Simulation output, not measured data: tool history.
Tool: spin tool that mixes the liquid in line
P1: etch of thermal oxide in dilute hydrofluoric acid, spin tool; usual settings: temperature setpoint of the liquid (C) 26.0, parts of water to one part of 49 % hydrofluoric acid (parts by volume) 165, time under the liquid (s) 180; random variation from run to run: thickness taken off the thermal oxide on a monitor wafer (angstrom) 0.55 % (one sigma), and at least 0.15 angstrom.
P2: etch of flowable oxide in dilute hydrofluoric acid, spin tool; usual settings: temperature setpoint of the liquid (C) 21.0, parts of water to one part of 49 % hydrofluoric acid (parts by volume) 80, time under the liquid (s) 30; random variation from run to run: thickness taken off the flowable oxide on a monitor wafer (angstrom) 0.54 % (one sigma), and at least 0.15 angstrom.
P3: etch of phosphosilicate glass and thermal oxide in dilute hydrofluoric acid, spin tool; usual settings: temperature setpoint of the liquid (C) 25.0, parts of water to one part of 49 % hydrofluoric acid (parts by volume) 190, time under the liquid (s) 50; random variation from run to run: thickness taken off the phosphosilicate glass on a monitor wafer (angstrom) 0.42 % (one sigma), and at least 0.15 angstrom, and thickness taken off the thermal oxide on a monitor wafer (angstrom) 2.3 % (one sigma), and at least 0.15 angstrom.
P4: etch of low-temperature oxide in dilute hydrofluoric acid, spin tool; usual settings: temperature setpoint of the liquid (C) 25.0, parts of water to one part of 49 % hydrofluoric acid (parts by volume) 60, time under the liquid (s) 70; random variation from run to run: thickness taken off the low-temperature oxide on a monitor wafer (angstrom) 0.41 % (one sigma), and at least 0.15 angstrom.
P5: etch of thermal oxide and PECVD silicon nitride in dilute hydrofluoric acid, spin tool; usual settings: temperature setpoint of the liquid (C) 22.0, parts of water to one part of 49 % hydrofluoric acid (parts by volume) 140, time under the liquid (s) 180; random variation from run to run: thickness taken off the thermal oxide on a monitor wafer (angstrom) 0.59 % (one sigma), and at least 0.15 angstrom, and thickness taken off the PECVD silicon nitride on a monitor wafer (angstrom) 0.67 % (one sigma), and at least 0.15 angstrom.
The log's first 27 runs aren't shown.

run,hour,process that ran,temperature setpoint of the liquid (C),parts of water to one part of 49 % hydrofluoric acid (parts by volume),time under the liquid (s),thickness taken off the thermal oxide on a monitor wafer (angstrom),thickness taken off the low-temperature oxide on a monitor wafer (angstrom),thickness taken off the flowable oxide on a monitor wafer (angstrom),thickness taken off the PECVD silicon nitride on a monitor wafer (angstrom),thickness taken off the phosphosilicate glass on a monitor wafer (angstrom)
28,140.1,P2,21.0,80,30,,,159.640,,
29,145.5,P3,25.0,190,50,11.636,,,,437.24
30,149.1,P3,29.0,190,50,12.817,,,,503.93
31,152.4,P2,29.0,80,30,,,222.160,,
32,157.9,P4,21.5,60,70,,359.06,,,
33,164.8,P1,26.0,165,180,50.101,,,,
34,169.3,P1,26.0,165,180,51.482,,,,
35,175.7,P1,26.0,165,180,52.283,,,,
36,181.8,P1,26.0,165,180,52.544,,,,
37,186.1,P1,26.0,165,180,52.669,,,,
38,189.3,P1,26.0,165,180,52.400,,,,
39,193.2,P1,26.0,165,180,53.040,,,,

Run 40 comes next. What will it give?
40,198.3,P1,26.0,165,180,?,,,,

Run 40 gave thickness taken off the thermal oxide on a monitor wafer (angstrom) 52.737.
